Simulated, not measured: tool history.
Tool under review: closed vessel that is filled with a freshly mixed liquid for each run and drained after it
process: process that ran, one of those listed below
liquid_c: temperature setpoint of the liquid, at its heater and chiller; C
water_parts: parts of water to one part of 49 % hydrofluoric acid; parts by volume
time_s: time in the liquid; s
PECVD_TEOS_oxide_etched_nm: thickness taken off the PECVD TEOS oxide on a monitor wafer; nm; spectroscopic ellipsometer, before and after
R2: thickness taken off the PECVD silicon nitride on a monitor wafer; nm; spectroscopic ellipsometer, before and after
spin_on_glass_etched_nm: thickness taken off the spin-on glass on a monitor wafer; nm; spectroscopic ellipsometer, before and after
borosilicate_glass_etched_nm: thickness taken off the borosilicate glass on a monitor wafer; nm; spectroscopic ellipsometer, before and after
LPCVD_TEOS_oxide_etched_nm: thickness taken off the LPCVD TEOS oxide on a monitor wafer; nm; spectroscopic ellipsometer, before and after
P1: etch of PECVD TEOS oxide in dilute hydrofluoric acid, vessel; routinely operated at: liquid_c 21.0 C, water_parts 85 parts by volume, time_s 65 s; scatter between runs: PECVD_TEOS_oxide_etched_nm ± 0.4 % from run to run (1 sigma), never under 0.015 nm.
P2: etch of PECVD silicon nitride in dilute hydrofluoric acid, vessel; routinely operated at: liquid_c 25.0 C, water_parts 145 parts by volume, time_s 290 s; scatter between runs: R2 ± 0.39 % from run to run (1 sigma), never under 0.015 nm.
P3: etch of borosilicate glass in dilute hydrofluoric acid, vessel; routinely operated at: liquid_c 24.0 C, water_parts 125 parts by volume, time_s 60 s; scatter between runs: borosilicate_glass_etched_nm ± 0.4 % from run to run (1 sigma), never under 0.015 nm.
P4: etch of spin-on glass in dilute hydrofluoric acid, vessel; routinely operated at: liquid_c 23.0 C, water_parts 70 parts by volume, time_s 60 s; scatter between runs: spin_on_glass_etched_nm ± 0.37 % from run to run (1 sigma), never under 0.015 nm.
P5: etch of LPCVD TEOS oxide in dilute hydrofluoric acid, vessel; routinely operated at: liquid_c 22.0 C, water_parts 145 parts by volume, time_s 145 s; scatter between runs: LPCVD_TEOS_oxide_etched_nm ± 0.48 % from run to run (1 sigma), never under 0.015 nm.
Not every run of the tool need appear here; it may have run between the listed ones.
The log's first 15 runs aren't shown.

run 16 hour=207.4 | process=P1 liquid_c=21.0 water_parts=140 time_s=105 | PECVD_TEOS_oxide_etched_nm=6.1241
run 17 hour=223.0 | process=P1 liquid_c=21.0 water_parts=85 time_s=120 | PECVD_TEOS_oxide_etched_nm=12.1860
run 18 hour=237.9 | process=P1 liquid_c=17.0 water_parts=35 time_s=65 | PECVD_TEOS_oxide_etched_nm=14.3100
run 19 hour=247.4 | process=P5 liquid_c=22.0 water_parts=145 time_s=145 | LPCVD_TEOS_oxide_etched_nm=21.1200
run 20 hour=255.6 | process=P4 liquid_c=23.0 water_parts=70 time_s=60 | spin_on_glass_etched_nm=34.648
run 21 hour=269.9 | process=P3 liquid_c=24.0 water_parts=225 time_s=60 | borosilicate_glass_etched_nm=8.4639
run 22 hour=281.4 | process=P5 liquid_c=22.0 water_parts=145 time_s=40 | LPCVD_TEOS_oxide_etched_nm=5.8912
run 23 hour=289.7 | process=P1 liquid_c=21.0 water_parts=45 time_s=65 | PECVD_TEOS_oxide_etched_nm=13.2080
run 24 hour=299.5 | process=P4 liquid_c=23.0 water_parts=120 time_s=60 | spin_on_glass_etched_nm=19.012
run 25 hour=316.1 | process=P4 liquid_c=28.5 water_parts=70 time_s=60 | spin_on_glass_etched_nm=43.286
run 26 hour=332.4 | process=P3 liquid_c=24.0 water_parts=125 time_s=110 | borosilicate_glass_etched_nm=31.0100
run 27 hour=343.3 | process=P5 liquid_c=22.0 water_parts=260 time_s=145 | LPCVD_TEOS_oxide_etched_nm=10.6110
run 28 hour=355.5 | process=P5 liquid_c=28.0 water_parts=145 time_s=145 | LPCVD_TEOS_oxide_etched_nm=26.5840
run 29 hour=368.0 | process=P1 liquid_c=21.0 water_parts=85 time_s=65 | PECVD_TEOS_oxide_etched_nm=6.6563
run 30 hour=378.0 | process=P3 liquid_c=24.0 water_parts=125 time_s=60 | borosilicate_glass_etched_nm=16.9540
run 31 hour=387.2 | process=P2 liquid_c=25.0 water_parts=145 time_s=290 | R2=7.9372
run 32 hour=402.0 | process=P1 liquid_c=21.0 water_parts=125 time_s=65 | PECVD_TEOS_oxide_etched_nm=4.2994
run 33 hour=415.7 | process=P1 liquid_c=21.0 water_parts=85 time_s=65 | PECVD_TEOS_oxide_etched_nm=6.5804

Run 34 comes next. What will it give?
run 34 hour=424.0 | process=P1 liquid_c=21.0 water_parts=85 time_s=65 | PECVD_TEOS_oxide_etched_nm=?

Run 34 came out at PECVD_TEOS_oxide_etched_nm 6.7645 nm.
